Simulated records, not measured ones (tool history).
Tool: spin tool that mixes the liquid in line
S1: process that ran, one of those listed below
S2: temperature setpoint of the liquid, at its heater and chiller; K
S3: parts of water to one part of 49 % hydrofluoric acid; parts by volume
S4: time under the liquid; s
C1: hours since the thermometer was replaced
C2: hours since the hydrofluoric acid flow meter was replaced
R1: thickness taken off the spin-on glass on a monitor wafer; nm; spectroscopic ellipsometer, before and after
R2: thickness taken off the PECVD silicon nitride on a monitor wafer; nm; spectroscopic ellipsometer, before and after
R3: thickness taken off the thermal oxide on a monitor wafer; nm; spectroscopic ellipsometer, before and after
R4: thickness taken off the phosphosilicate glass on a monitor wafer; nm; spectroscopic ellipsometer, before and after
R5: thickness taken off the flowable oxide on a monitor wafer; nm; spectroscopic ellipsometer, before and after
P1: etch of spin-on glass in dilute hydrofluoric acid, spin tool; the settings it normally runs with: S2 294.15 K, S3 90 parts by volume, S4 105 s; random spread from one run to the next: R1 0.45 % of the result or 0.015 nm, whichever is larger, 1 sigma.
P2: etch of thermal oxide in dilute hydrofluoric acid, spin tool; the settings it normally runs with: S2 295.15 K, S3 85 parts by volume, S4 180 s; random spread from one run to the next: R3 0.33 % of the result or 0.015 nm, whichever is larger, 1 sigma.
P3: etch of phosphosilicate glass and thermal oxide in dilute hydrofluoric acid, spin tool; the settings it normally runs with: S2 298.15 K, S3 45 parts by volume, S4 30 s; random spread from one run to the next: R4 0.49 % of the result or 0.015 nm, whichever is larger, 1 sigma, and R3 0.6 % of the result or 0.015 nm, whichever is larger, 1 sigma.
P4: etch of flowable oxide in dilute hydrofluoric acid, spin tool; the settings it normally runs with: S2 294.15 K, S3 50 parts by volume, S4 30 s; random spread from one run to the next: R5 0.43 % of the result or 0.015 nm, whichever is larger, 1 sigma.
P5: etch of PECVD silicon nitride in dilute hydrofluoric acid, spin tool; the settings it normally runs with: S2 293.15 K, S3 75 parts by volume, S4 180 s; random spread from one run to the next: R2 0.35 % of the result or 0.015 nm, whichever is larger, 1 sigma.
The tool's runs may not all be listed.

run,hour,S1,S2,S3,S4,C1,C2,R1,R2,R3,R4,R5
1,4.3,P1,294.15,90,105,547.5,478.4,21.6710,,,,
2,6.8,P1,294.15,160,15,550.0,480.9,1.6069,,,,
3,9.9,P5,293.15,75,325,553.1,484.0,,12.8230,,,
4,13.3,P1,294.15,90,175,556.5,487.4,36.1260,,,,
5,15.6,P1,300.15,90,105,558.8,489.7,27.3890,,,,
6,19.2,P1,294.15,90,105,562.4,493.3,21.6140,,,,
7,23.4,P2,295.15,85,80,566.6,497.5,,,4.0036,,
8,26.9,P3,298.15,45,30,570.1,501.0,,,3.7811,107.520,
9,29.4,P5,293.15,75,180,572.6,503.5,,7.1011,,,
10,32.9,P2,295.15,130,180,576.1,507.0,,,5.6410,,
11,36.8,P3,304.15,45,30,580.0,510.9,,,4.7908,135.900,
12,39.9,P1,290.15,90,105,583.1,514.0,18.4150,,,,
13,42.8,P2,295.15,85,180,586.0,516.9,,,9.0187,,
14,45.1,P2,295.15,85,180,588.3,519.2,,,9.1019,,
15,48.9,P1,294.15,20,105,592.1,523.0,106.5900,,,,
16,52.0,P4,294.15,50,50,595.2,526.1,,,,,25.333
17,54.1,P4,294.15,50,30,597.3,528.2,,,,,15.265
18,58.4,P4,290.15,50,30,601.6,532.5,,,,,12.774
19,62.3,P1,294.15,150,105,605.5,536.4,12.1400,,,,
20,66.4,P2,299.15,85,180,609.6,540.5,,,10.6440,,
# hour 68.4: hydrofluoric acid flow meter replaced
21,69.9,P4,294.15,25,30,613.1,1.6,,,,,31.272
22,73.5,P3,298.15,45,15,616.7,5.2,,,1.8676,53.751,
23,77.8,P5,290.15,75,180,621.0,9.5,,5.7442,,,
24,79.7,P1,294.15,90,15,622.9,11.4,3.0926,,,,
25,83.6,P1,294.15,90,105,626.8,15.3,21.8060,,,,

What will run 26 give?
26,86.6,P1,294.15,90,105,629.8,18.3,?,,,,

{"run 26": {"R1": 21.866}}
